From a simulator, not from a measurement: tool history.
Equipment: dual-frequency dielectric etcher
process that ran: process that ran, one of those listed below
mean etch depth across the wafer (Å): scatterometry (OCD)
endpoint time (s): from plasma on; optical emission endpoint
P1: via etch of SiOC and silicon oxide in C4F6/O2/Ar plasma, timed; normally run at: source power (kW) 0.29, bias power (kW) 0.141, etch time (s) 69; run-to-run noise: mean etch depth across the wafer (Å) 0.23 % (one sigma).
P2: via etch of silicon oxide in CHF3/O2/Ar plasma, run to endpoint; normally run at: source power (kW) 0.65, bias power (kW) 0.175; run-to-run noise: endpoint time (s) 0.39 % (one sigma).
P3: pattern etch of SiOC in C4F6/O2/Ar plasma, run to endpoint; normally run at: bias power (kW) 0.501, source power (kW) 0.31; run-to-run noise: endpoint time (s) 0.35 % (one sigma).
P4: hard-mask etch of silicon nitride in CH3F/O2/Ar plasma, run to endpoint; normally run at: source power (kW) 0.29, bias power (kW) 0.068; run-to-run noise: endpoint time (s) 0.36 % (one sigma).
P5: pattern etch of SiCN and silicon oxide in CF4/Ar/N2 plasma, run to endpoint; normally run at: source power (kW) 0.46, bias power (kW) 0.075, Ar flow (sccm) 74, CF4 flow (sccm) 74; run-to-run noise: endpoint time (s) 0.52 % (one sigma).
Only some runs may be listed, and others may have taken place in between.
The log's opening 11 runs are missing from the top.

run	hour	process that ran	source power (kW)	bias power (kW)	etch time (s)	Ar flow (sccm)	CF4 flow (sccm)	hours since the last wet clean	hours since the last source power generator calibration	hours since the last bias power generator calibration	mean etch depth across the wafer (Å)	endpoint time (s)
12	77.8	P1	0.29	0.141	91.5			166.8	657	1500	844.43	
13	86	P2	0.65	0.175				175	665.2	1508.2		332.54
14	90.5	P3	0.31	0.347				179.5	669.7	1512.7		21.295
15	95	P5	0.36	0.075		74	74	184	674.2	1517.2		18.116
16	102.2	P5	0.46	0.075		92	74	191.2	681.4	1524.4		14.871
17	109.9	P1	0.29	0.141	69			198.9	689.1	1532.1	635.12	
18	116.5	P2	0.65	0.243				205.5	695.7	1538.7		294.55
19	121.1	P2	0.88	0.175				210.1	700.3	1543.3		295.16
20	125.9	P5	0.46	0.044		74	74	214.9	705.1	1548.1		17.092
21	131.8	P4	0.29	0.096				220.8	711	1554		71.291
22	138.3	P3	0.31	0.501				227.3	717.5	1560.5		18.665
23	142.3	P4	0.39	0.068				231.3	721.5	1564.5		71.802
24	146	P1	0.18	0.173	69			235	725.2	1568.2	564.32	
25	152.7	P3	0.31	0.501				241.7	731.9	1574.9		18.653
26	158.7	P1	0.29	0.191	69			247.7	737.9	1580.9	702.67	
27	162.8	P1	0.29	0.141	69			251.8	742	1585	633.25	

For run 28, what comes out?
28	168.1	P1	0.29	0.141	69			257.1	747.3	1590.3	?	

mean etch depth across the wafer (Å): 629.61

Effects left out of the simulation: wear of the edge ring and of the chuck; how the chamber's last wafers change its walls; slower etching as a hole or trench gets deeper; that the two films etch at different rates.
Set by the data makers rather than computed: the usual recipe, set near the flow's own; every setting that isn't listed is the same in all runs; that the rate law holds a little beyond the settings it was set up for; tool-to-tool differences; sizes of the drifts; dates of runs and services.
